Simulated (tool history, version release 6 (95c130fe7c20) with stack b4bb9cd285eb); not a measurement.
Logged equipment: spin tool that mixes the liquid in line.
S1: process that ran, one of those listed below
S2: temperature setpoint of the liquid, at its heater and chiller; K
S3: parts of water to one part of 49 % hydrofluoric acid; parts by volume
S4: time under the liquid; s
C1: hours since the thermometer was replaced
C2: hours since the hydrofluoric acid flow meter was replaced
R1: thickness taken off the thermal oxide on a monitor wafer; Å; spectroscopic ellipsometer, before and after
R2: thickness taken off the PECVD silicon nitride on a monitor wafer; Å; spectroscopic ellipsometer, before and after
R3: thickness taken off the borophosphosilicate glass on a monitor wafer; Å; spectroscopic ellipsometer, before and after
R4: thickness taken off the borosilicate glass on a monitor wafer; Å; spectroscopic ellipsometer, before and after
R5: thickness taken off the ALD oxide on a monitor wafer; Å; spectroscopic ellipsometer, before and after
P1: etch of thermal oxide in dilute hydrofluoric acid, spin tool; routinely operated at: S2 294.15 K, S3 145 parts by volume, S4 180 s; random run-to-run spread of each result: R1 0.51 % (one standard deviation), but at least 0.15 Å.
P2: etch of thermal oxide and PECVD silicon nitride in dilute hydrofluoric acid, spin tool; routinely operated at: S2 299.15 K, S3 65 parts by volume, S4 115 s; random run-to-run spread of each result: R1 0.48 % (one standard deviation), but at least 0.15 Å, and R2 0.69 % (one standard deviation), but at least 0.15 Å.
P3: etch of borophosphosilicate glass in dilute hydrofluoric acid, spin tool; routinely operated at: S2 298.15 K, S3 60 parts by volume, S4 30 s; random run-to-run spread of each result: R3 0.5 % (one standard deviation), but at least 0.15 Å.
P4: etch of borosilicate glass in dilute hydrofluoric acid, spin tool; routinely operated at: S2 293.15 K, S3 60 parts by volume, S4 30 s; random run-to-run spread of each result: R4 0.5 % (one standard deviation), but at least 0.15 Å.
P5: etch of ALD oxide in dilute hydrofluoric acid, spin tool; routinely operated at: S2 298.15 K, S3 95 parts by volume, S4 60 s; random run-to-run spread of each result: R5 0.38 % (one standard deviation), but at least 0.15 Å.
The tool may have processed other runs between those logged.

run 1 hour=4.5 | S1=P1 S2=294.15 S3=145 S4=180 | C1=565.2 C2=1278.3 | R1=53.148
run 2 hour=8 | S1=P2 S2=299.15 S3=65 S4=115 | C1=568.7 C2=1281.8 | R1=89.552 R2=32.625
run 3 hour=11.6 | S1=P2 S2=299.15 S3=65 S4=115 | C1=572.3 C2=1285.4 | R1=88.291 R2=32.705
run 4 hour=17.8 | S1=P1 S2=290.15 S3=145 S4=180 | C1=578.5 C2=1291.6 | R1=45.137
run 5 hour=23.7 | S1=P1 S2=294.15 S3=145 S4=180 | C1=584.4 C2=1297.5 | R1=53.076
run 6 hour=27.3 | S1=P3 S2=290.65 S3=60 S4=30 | C1=588 C2=1301.1 | R3=222.3
run 7 hour=31.1 | S1=P4 S2=293.15 S3=60 S4=45 | C1=591.8 C2=1304.9 | R4=232.72
run 8 hour=35.9 | S1=P3 S2=298.15 S3=60 S4=30 | C1=596.6 C2=1309.7 | R3=303.17
run 9 hour=39.9 | S1=P2 S2=294.65 S3=65 S4=115 | C1=600.6 C2=1313.7 | R1=73.718 R2=23.996
run 10 hour=45.3 | S1=P3 S2=298.15 S3=60 S4=30 | C1=606 C2=1319.1 | R3=305.22
run 11 hour=51 | S1=P4 S2=293.15 S3=105 S4=30 | C1=611.7 C2=1324.8 | R4=83.591
run 12 hour=56.9 | S1=P1 S2=299.15 S3=145 S4=180 | C1=617.6 C2=1330.7 | R1=65.042
run 13 hour=60.3 | S1=P3 S2=298.15 S3=60 S4=15 | C1=621 C2=1334.1 | R3=151.56
run 14 hour=64.6 | S1=P1 S2=294.15 S3=145 S4=305 | C1=625.3 C2=1338.4 | R1=89.364
run 15 hour=69.3 | S1=P5 S2=298.15 S3=95 S4=60 | C1=630 C2=1343.1 | R5=210.75
run 16 hour=73.6 | S1=P5 S2=298.15 S3=95 S4=60 | C1=634.3 C2=1347.4 | R5=211.92
run 17 hour=78 | S1=P1 S2=294.15 S3=145 S4=180 | C1=638.7 C2=1351.8 | R1=52.566
run 18 hour=81.8 | S1=P1 S2=290.15 S3=195 S4=180 | C1=642.5 C2=1355.6 | R1=31.71
run 19 hour=84.8 | S1=P1 S2=290.15 S3=245 S4=180 | C1=645.5 C2=1358.6 | R1=23.833
run 20 hour=87.6 | S1=P1 S2=294.15 S3=55 S4=60 | C1=648.3 C2=1361.4 | R1=51.322
run 21 hour=92.5 | S1=P4 S2=299.15 S3=60 S4=30 | C1=653.2 C2=1366.3 | R4=196.16
run 22 hour=96.5 | S1=P1 S2=294.15 S3=85 S4=180 | C1=657.2 C2=1370.3 | R1=96.357
run 23 hour=100.2 | S1=P2 S2=299.15 S3=65 S4=230 | C1=660.9 C2=1374 | R1=177.81 R2=65.668
run 24 hour=104 | S1=P1 S2=294.15 S3=145 S4=45 | C1=664.7 C2=1377.8 | R1=13.309
run 25 hour=107.8 | S1=P1 S2=294.15 S3=145 S4=180 | C1=668.5 C2=1381.6 | R1=53.619
run 26 hour=111.9 | S1=P4 S2=293.15 S3=60 S4=30 | C1=672.6 C2=1385.7 | R4=154.64
run 27 hour=115 | S1=P5 S2=292.65 S3=95 S4=60 | C1=675.7 C2=1388.8 | R5=169.06
run 28 hour=121.2 | S1=P3 S2=298.15 S3=100 S4=30 | C1=681.9 C2=1395 | R3=173.17
run 29 hour=125.5 | S1=P5 S2=298.15 S3=95 S4=30 | C1=686.2 C2=1399.3 | R5=104.24
run 30 hour=128.7 | S1=P1 S2=294.15 S3=145 S4=180 | C1=689.4 C2=1402.5 | R1=53.273
run 31 hour=131.4 | S1=P1 S2=294.15 S3=230 S4=180 | C1=692.1 C2=1405.2 | R1=30.499
run 32 hour=135.2 | S1=P2 S2=299.15 S3=20 S4=115 | C1=695.9 C2=1409 | R1=308.14 R2=102.94
run 33 hour=140 | S1=P5 S2=298.15 S3=175 S4=60 | C1=700.7 C2=1413.8 | R5=103.67
run 34 hour=144.1 | S1=P1 S2=294.15 S3=145 S4=180 | C1=704.8 C2=1417.9 | R1=52.861
run 35 hour=149.4 | S1=P1 S2=294.15 S3=145 S4=180 | C1=710.1 C2=1423.2 | R1=53.791
run 36 hour=154.7 | S1=P1 S2=294.15 S3=145 S4=180 | C1=715.4 C2=1428.5 | R1=55.846
run 37 hour=160.8 | S1=P1 S2=294.15 S3=145 S4=180 | C1=721.5 C2=1434.6 | R1=55.953
run 38 hour=164.1 | S1=P1 S2=294.15 S3=145 S4=180 | C1=724.8 C2=1437.9 | R1=56.6
run 39 hour=169.3 | S1=P1 S2=294.15 S3=145 S4=180 | C1=730 C2=1443.1 | R1=55.783
run 40 hour=173.8 | S1=P1 S2=294.15 S3=145 S4=180 | C1=734.5 C2=1447.6 | R1=56.363
run 41 hour=176.9 | S1=P1 S2=294.15 S3=145 S4=180 | C1=737.6 C2=1450.7 | R1=57.199
run 42 hour=180.2 | S1=P1 S2=294.15 S3=145 S4=180 | C1=740.9 C2=1454 | R1=56.742
run 43 hour=185.5 | S1=P1 S2=294.15 S3=145 S4=180 | C1=746.2 C2=1459.3 | R1=57.605

What P1 gives has crept away from where it was. These 2 causes fit the log equally well, each at the size given:
A: hydrofluoric acid flow above the setpoint (%) = 6.5
B: liquid hotter than its thermometer reads (K) = 1.86
At approximately hour 144.1, the process output began to creep.

Each of the 4 check runs below uses one wafer; its results are left as question marks. Which run tells the causes apart?
run check 1 hour=190.8 | S1=P5 S2=298.15 S3=150 S4=60 | R5=?
run check 2 hour=190.8 | S1=P3 S2=294.65 S3=60 S4=30 | R3=?
run check 3 hour=190.8 | S1=P2 S2=299.15 S3=65 S4=215 | R1=? R2=?
run check 4 hour=190.8 | S1=P4 S2=293.15 S3=95 S4=45 | R4=?

Predicted outcomes, by check and by cause:
check=check_1 result=R5 if_A=134.34 if_B=133.8
check=check_2 result=R3 if_A=281.3 if_B=283.97
check=check_3 result=R1 if_A=178.26 if_B=179.22
check=check_3 result=R2 if_A=65.312 if_B=69.323
check=check_4 result=R4 if_A=150.24 if_B=151.22
Gap, in per cent, between the two causes that each check separates least, read from the result that separates them most: check 1 0.4 %; check 2 0.95 %; check 3 5.96 %; check 4 0.65 %
Of the check runs offered, only check 3 discriminates between the causes; the rest would read about the same regardless of which cause applies.

Running check 3 produced the following: R1 179.48 Å; R2 68.578 Å. Which one of the listed causes fits?

It is B: liquid hotter than its thermometer reads (K).
